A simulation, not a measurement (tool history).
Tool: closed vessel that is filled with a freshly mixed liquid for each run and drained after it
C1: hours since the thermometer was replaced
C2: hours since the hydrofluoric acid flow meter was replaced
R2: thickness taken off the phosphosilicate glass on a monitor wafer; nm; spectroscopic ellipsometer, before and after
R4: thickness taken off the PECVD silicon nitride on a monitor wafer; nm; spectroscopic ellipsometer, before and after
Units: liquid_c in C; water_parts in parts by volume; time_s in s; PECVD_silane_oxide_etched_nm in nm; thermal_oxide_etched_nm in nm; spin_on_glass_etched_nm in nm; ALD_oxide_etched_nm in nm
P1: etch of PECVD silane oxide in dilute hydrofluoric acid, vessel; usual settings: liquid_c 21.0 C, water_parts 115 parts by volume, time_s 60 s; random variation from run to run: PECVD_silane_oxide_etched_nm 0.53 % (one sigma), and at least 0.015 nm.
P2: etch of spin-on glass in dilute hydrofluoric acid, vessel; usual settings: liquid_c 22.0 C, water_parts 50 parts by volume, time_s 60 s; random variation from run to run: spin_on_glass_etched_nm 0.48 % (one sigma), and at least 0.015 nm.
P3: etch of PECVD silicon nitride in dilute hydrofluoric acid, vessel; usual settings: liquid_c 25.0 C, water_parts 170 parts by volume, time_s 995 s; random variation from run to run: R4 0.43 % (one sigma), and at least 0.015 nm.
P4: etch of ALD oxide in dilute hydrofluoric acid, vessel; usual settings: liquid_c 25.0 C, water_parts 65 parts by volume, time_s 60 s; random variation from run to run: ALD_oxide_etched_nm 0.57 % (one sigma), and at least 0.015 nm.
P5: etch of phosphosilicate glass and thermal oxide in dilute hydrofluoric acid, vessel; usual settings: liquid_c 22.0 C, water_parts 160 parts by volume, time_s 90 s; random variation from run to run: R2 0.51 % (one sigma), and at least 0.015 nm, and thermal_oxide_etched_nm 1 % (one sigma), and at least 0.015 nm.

Run 1, hour 5.9: process P1, liquid_c 21.0 C, water_parts 115 parts by volume, time_s 60 s; C1 276.0; C2 216.5. Result: PECVD_silane_oxide_etched_nm 10.1130 nm.
Run 2, hour 11.7: process P5, liquid_c 22.0 C, water_parts 245 parts by volume, time_s 90 s; C1 281.8; C2 222.3. Result: R2 17.435 nm, thermal_oxide_etched_nm 1.4232 nm.
Run 3, hour 16.9: process P1, liquid_c 26.5 C, water_parts 115 parts by volume, time_s 60 s; C1 287.0; C2 227.5. Result: PECVD_silane_oxide_etched_nm 12.5330 nm.
Run 4, hour 20.7: process P3, liquid_c 25.0 C, water_parts 270 parts by volume, time_s 995 s; C1 290.8; C2 231.3. Result: R4 6.6576 nm.
Run 5, hour 25.4: process P1, liquid_c 21.0 C, water_parts 160 parts by volume, time_s 60 s; C1 295.5; C2 236.0. Result: PECVD_silane_oxide_etched_nm 6.8776 nm.
Run 6, hour 32.6: process P3, liquid_c 25.0 C, water_parts 170 parts by volume, time_s 995 s; C1 302.7; C2 243.2. Result: R4 10.5410 nm.
Run 7, hour 37.4: process P1, liquid_c 17.0 C, water_parts 115 parts by volume, time_s 60 s; C1 307.5; C2 248.0. Result: PECVD_silane_oxide_etched_nm 8.5586 nm.
Run 8, hour 41.6: process P3, liquid_c 30.5 C, water_parts 170 parts by volume, time_s 995 s; C1 311.7; C2 252.2. Result: R4 14.6930 nm.
Run 9, hour 46.7: process P1, liquid_c 21.0 C, water_parts 115 parts by volume, time_s 60 s; C1 316.8; C2 257.3. Result: PECVD_silane_oxide_etched_nm 9.9307 nm.
Run 10, hour 50.5: process P2, liquid_c 22.0 C, water_parts 50 parts by volume, time_s 105 s; C1 320.6; C2 261.1. Result: spin_on_glass_etched_nm 85.827 nm.
Run 11, hour 54.5: process P5, liquid_c 22.0 C, water_parts 160 parts by volume, time_s 165 s; C1 324.6; C2 265.1. Result: R2 54.070 nm, thermal_oxide_etched_nm 4.2560 nm.
Run 12, hour 59.0: process P1, liquid_c 21.0 C, water_parts 115 parts by volume, time_s 60 s; C1 329.1; C2 269.6. Result: PECVD_silane_oxide_etched_nm 10.1280 nm.
Run 13, hour 63.3: process P1, liquid_c 21.0 C, water_parts 45 parts by volume, time_s 60 s; C1 333.4; C2 273.9. Result: PECVD_silane_oxide_etched_nm 28.0370 nm.
Run 14, hour 68.4: process P4, liquid_c 25.0 C, water_parts 65 parts by volume, time_s 60 s; C1 338.5; C2 279.0. Result: ALD_oxide_etched_nm 17.3750 nm.
Run 15, hour 73.0: process P2, liquid_c 17.0 C, water_parts 50 parts by volume, time_s 60 s; C1 343.1; C2 283.6. Result: spin_on_glass_etched_nm 39.684 nm.
Run 16, hour 79.8: process P4, liquid_c 30.0 C, water_parts 65 parts by volume, time_s 60 s; C1 349.9; C2 290.4. Result: ALD_oxide_etched_nm 21.1820 nm.
Run 17, hour 86.6: process P1, liquid_c 21.0 C, water_parts 30 parts by volume, time_s 110 s; C1 356.7; C2 297.2. Result: PECVD_silane_oxide_etched_nm 78.0650 nm.
Run 18, hour 93.7: process P2, liquid_c 22.0 C, water_parts 50 parts by volume, time_s 60 s; C1 363.8; C2 304.3. Result: spin_on_glass_etched_nm 49.136 nm.
Run 19, hour 99.0: process P2, liquid_c 22.0 C, water_parts 50 parts by volume, time_s 60 s; C1 369.1; C2 309.6. Result: spin_on_glass_etched_nm 49.015 nm.
Run 20, hour 103.2: process P1, liquid_c 28.0 C, water_parts 115 parts by volume, time_s 110 s; C1 373.3; C2 313.8. Result: PECVD_silane_oxide_etched_nm 24.1450 nm.
Run 21, hour 109.5: process P1, liquid_c 21.0 C, water_parts 115 parts by volume, time_s 115 s; C1 379.6; C2 320.1. Result: PECVD_silane_oxide_etched_nm 19.3290 nm.
Run 22, hour 112.7: process P4, liquid_c 25.0 C, water_parts 65 parts by volume, time_s 30 s; C1 382.8; C2 323.3. Result: ALD_oxide_etched_nm 8.6048 nm.
Run 23, hour 117.4: process P2, liquid_c 22.0 C, water_parts 90 parts by volume, time_s 60 s; C1 387.5; C2 328.0. Result: spin_on_glass_etched_nm 26.116 nm.
Run 24, hour 123.3: process P1, liquid_c 21.0 C, water_parts 115 parts by volume, time_s 35 s; C1 393.4; C2 333.9. Result: PECVD_silane_oxide_etched_nm 5.8145 nm.
Run 25, hour 127.9: process P4, liquid_c 25.0 C, water_parts 90 parts by volume, time_s 60 s; C1 398.0; C2 338.5. Result: ALD_oxide_etched_nm 12.1310 nm.
Run 26, hour 134.0: process P1, liquid_c 21.0 C, water_parts 170 parts by volume, time_s 30 s; C1 404.1; C2 344.6. Result: PECVD_silane_oxide_etched_nm 3.1975 nm.
Run 27, hour 139.1: process P1, liquid_c 21.0 C, water_parts 115 parts by volume, time_s 60 s; C1 409.2; C2 349.7. Result: PECVD_silane_oxide_etched_nm 9.9791 nm.
Run 28, hour 144.3: process P5, liquid_c 22.0 C, water_parts 160 parts by volume, time_s 90 s; C1 414.4; C2 354.9. Result: R2 29.464 nm, thermal_oxide_etched_nm 2.3447 nm.
Run 29, hour 147.7: process P3, liquid_c 25.0 C, water_parts 170 parts by volume, time_s 130 s; C1 417.8; C2 358.3. Result: R4 1.3508 nm.
Run 30, hour 151.7: process P5, liquid_c 28.0 C, water_parts 160 parts by volume, time_s 90 s; C1 421.8; C2 362.3. Result: R2 36.976 nm, thermal_oxide_etched_nm 2.9693 nm.
Run 31, hour 156.1: process P1, liquid_c 21.0 C, water_parts 115 parts by volume, time_s 60 s; C1 426.2; C2 366.7. Result: PECVD_silane_oxide_etched_nm 10.1350 nm.
Run 32, hour 163.2: process P1, liquid_c 21.0 C, water_parts 115 parts by volume, time_s 60 s; C1 433.3; C2 373.8. Result: PECVD_silane_oxide_etched_nm 9.5751 nm.
Run 33, hour 168.2: process P1, liquid_c 21.0 C, water_parts 115 parts by volume, time_s 60 s; C1 438.3; C2 378.8. Result: PECVD_silane_oxide_etched_nm 9.4585 nm.
Run 34, hour 171.9: process P1, liquid_c 21.0 C, water_parts 115 parts by volume, time_s 60 s; C1 442.0; C2 382.5. Result: PECVD_silane_oxide_etched_nm 9.5227 nm.
Run 35, hour 178.9: process P1, liquid_c 21.0 C, water_parts 115 parts by volume, time_s 60 s; C1 449.0; C2 389.5. Result: PECVD_silane_oxide_etched_nm 9.3519 nm.
Run 36, hour 185.2: process P1, liquid_c 21.0 C, water_parts 115 parts by volume, time_s 60 s; C1 455.3; C2 395.8. Result: PECVD_silane_oxide_etched_nm 9.2677 nm.
Run 37, hour 192.2: process P1, liquid_c 21.0 C, water_parts 115 parts by volume, time_s 60 s; C1 462.3; C2 402.8. Result: PECVD_silane_oxide_etched_nm 9.2360 nm.
Run 38, hour 196.3: process P1, liquid_c 21.0 C, water_parts 115 parts by volume, time_s 60 s; C1 466.4; C2 406.9. Result: PECVD_silane_oxide_etched_nm 9.2200 nm.

What P1 gives has crept away from where it was. These 2 causes fit the log equally well, each at the size given:
A: liquid colder than its thermometer reads (K) = 1.97
B: hydrofluoric acid flow below the setpoint (%) = 6.83
The creep began at about hour 156.1.

4 check runs are offered, one wafer each, their results left as question marks. Which one tells the causes apart?
Run check 1, hour 200.4: process P4, liquid_c 25.0 C, water_parts 65 parts by volume, time_s 60 s. Result: ALD_oxide_etched_nm ?.
Run check 2, hour 200.4: process P3, liquid_c 25.0 C, water_parts 170 parts by volume, time_s 995 s. Result: R4 ?.
Run check 3, hour 200.4: process P5, liquid_c 22.0 C, water_parts 160 parts by volume, time_s 90 s. Result: R2 ?, thermal_oxide_etched_nm ?.
Run check 4, hour 200.4: process P2, liquid_c 22.0 C, water_parts 50 parts by volume, time_s 60 s. Result: spin_on_glass_etched_nm ?.

What each check would give under each cause:
  check                   result     if A     if B
check 1      ALD_oxide_etched_nm  15.9600  16.0110
check 2                       R4   9.2593   9.7898
check 3                       R2   27.223   27.056
check 3  thermal_oxide_etched_nm   2.1813   2.1679
check 4  spin_on_glass_etched_nm   45.224   45.567
How far apart the two closest causes lie, in the result that separates them most: check 1 0.31 %; check 2 5.57 %; check 3 0.62 %; check 4 0.76 %
Only check 2 tells the causes apart: in the others they would give nearly the same result.

Check 2 was then run and gave: R4 9.8296 nm. Which cause is it?

It is B: hydrofluoric acid flow below the setpoint (%).

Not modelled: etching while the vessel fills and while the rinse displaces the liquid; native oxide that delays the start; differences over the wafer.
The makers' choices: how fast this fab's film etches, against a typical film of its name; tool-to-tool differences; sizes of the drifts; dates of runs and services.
